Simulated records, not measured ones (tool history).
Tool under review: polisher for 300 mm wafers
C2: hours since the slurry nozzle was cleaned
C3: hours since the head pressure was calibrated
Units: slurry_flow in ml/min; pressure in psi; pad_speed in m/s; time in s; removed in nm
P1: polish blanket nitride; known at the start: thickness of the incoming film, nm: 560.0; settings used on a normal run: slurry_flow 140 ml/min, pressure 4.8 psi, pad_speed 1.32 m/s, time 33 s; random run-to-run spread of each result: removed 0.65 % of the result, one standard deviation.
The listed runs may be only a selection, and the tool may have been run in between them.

Run 1, hour 4.8: slurry_flow 140 ml/min, pressure 4.8 psi, pad_speed 1.32 m/s, time 33 s; wafers polished on this pad 838; C2 346.6; C3 150.0. Result: removed 86.346 nm.
Run 2, hour 9.2: slurry_flow 140 ml/min, pressure 4.8 psi, pad_speed 1.32 m/s, time 33 s; wafers polished on this pad 890; C2 351.0; C3 154.4. Result: removed 85.676 nm.
Run 3, hour 13.8: slurry_flow 140 ml/min, pressure 4.8 psi, pad_speed 1.32 m/s, time 33 s; wafers polished on this pad 944; C2 355.6; C3 159.0. Result: removed 85.035 nm.
Run 4, hour 17.0: slurry_flow 140 ml/min, pressure 4.8 psi, pad_speed 0.60 m/s, time 33 s; wafers polished on this pad 982; C2 358.8; C3 162.2. Result: removed 45.802 nm.
Run 5, hour 23.5: slurry_flow 140 ml/min, pressure 7.5 psi, pad_speed 1.32 m/s, time 50 s; wafers polished on this pad 1058; C2 365.3; C3 168.7. Result: removed 201.960 nm.
Run 6, hour 29.3: slurry_flow 140 ml/min, pressure 4.8 psi, pad_speed 1.74 m/s, time 33 s; wafers polished on this pad 1126; C2 371.1; C3 174.5. Result: removed 106.770 nm.
Run 7, hour 35.9: slurry_flow 140 ml/min, pressure 4.8 psi, pad_speed 1.32 m/s, time 49 s; wafers polished on this pad 1204; C2 377.7; C3 181.1. Result: removed 125.790 nm.
At hour 37.0: worn pad replaced by a new one.
Run 8, hour 40.8: slurry_flow 140 ml/min, pressure 4.8 psi, pad_speed 1.32 m/s, time 33 s; wafers polished on this pad 44; C2 382.6; C3 186.0. Result: removed 85.145 nm.
Run 9, hour 44.1: slurry_flow 140 ml/min, pressure 2.3 psi, pad_speed 1.32 m/s, time 33 s; wafers polished on this pad 83; C2 385.9; C3 189.3. Result: removed 41.037 nm.
Run 10, hour 50.9: slurry_flow 85 ml/min, pressure 4.8 psi, pad_speed 1.32 m/s, time 33 s; wafers polished on this pad 163; C2 392.7; C3 196.1. Result: removed 75.749 nm.
Run 11, hour 56.7: slurry_flow 140 ml/min, pressure 7.6 psi, pad_speed 1.32 m/s, time 33 s; wafers polished on this pad 231; C2 398.5; C3 201.9. Result: removed 134.580 nm.
Run 12, hour 60.0: slurry_flow 180 ml/min, pressure 4.8 psi, pad_speed 1.32 m/s, time 33 s; wafers polished on this pad 270; C2 401.8; C3 205.2. Result: removed 89.465 nm.
Run 13, hour 64.1: slurry_flow 140 ml/min, pressure 4.8 psi, pad_speed 1.32 m/s, time 33 s; wafers polished on this pad 318; C2 405.9; C3 209.3. Result: removed 85.292 nm.
Run 14, hour 67.2: slurry_flow 140 ml/min, pressure 4.8 psi, pad_speed 0.60 m/s, time 25 s; wafers polished on this pad 355; C2 409.0; C3 212.4. Result: removed 34.381 nm.
Run 15, hour 72.1: slurry_flow 140 ml/min, pressure 4.8 psi, pad_speed 1.32 m/s, time 18 s; wafers polished on this pad 412; C2 413.9; C3 217.3. Result: removed 46.376 nm.
Run 16, hour 78.8: slurry_flow 140 ml/min, pressure 4.8 psi, pad_speed 1.32 m/s, time 33 s; wafers polished on this pad 491; C2 420.6; C3 224.0. Result: removed 85.618 nm.
Run 17, hour 83.0: slurry_flow 140 ml/min, pressure 4.8 psi, pad_speed 1.32 m/s, time 33 s; wafers polished on this pad 541; C2 424.8; C3 228.2. Result: removed 83.144 nm.
Run 18, hour 87.3: slurry_flow 140 ml/min, pressure 4.8 psi, pad_speed 1.32 m/s, time 33 s; wafers polished on this pad 591; C2 429.1; C3 232.5. Result: removed 81.866 nm.
Run 19, hour 94.2: slurry_flow 140 ml/min, pressure 4.8 psi, pad_speed 1.32 m/s, time 33 s; wafers polished on this pad 672; C2 436.0; C3 239.4. Result: removed 80.257 nm.
Run 20, hour 98.6: slurry_flow 140 ml/min, pressure 4.8 psi, pad_speed 1.32 m/s, time 33 s; wafers polished on this pad 724; C2 440.4; C3 243.8. Result: removed 79.321 nm.
Run 21, hour 102.4: slurry_flow 140 ml/min, pressure 4.8 psi, pad_speed 1.32 m/s, time 33 s; wafers polished on this pad 769; C2 444.2; C3 247.6. Result: removed 81.675 nm.
At hour 106.6: worn pad replaced by a new one.
Run 22, hour 107.3: slurry_flow 140 ml/min, pressure 4.8 psi, pad_speed 1.32 m/s, time 33 s; wafers polished on this pad 8; C2 449.1; C3 252.5. Result: removed 80.093 nm.
Run 23, hour 113.9: slurry_flow 140 ml/min, pressure 4.8 psi, pad_speed 1.32 m/s, time 33 s; wafers polished on this pad 86; C2 455.7; C3 259.1. Result: removed 79.519 nm.
Run 24, hour 117.2: slurry_flow 140 ml/min, pressure 4.8 psi, pad_speed 1.32 m/s, time 33 s; wafers polished on this pad 124; C2 459.0; C3 262.4. Result: removed 80.852 nm.

Compared with where it was, what P1 gives has crept away. Each cause listed below fits the log as well as the rest, at the size given for it:
A: head's pressure below its setpoint, % = 6.66
B: slurry flow missing at the pad, % = 27.6
Creep in the process output first set in at about hour 78.8.
Each remaining cause and why it is not a fit:
removal rate lost through wear of the pad, %: maintenance at hour 106.6, after the shift began, did not return the process to its former output

Below are 4 check runs, each averaged over 2 wafers, with their results shown as question marks. Which of them would give clearly different results depending on which cause is behind the drift?
Run check 1, hour 120.5: slurry_flow 140 ml/min, pressure 4.8 psi, pad_speed 0.72 m/s, time 48 s. Result: removed ?.
Run check 2, hour 120.5: slurry_flow 85 ml/min, pressure 4.8 psi, pad_speed 0.64 m/s, time 33 s. Result: removed ?.
Run check 3, hour 120.5: slurry_flow 140 ml/min, pressure 3.8 psi, pad_speed 1.32 m/s, time 33 s. Result: removed ?.
Run check 4, hour 120.5: slurry_flow 170 ml/min, pressure 2.6 psi, pad_speed 1.32 m/s, time 33 s. Result: removed ?.

If the cause were each of the candidates in turn, the checks would give the following:
  check   result    if A    if B
check 1  removed  71.503  71.492
check 2  removed  39.840  38.369
check 3  removed  63.203  63.193
check 4  removed  44.683  45.178
Gap, in per cent, between the two causes that each check separates least, read from the result that separates them most: check 1 0.02 %; check 2 3.76 %; check 3 0.02 %; check 4 1.1 %
The other checks would show nearly matching results whichever cause is true, so check 2 is the only one that separates the causes.

Running check 2 produced the following: removed 39.900 nm. Which one of the listed causes fits?

Of the candidate causes, it is A: head's pressure below its setpoint, %.
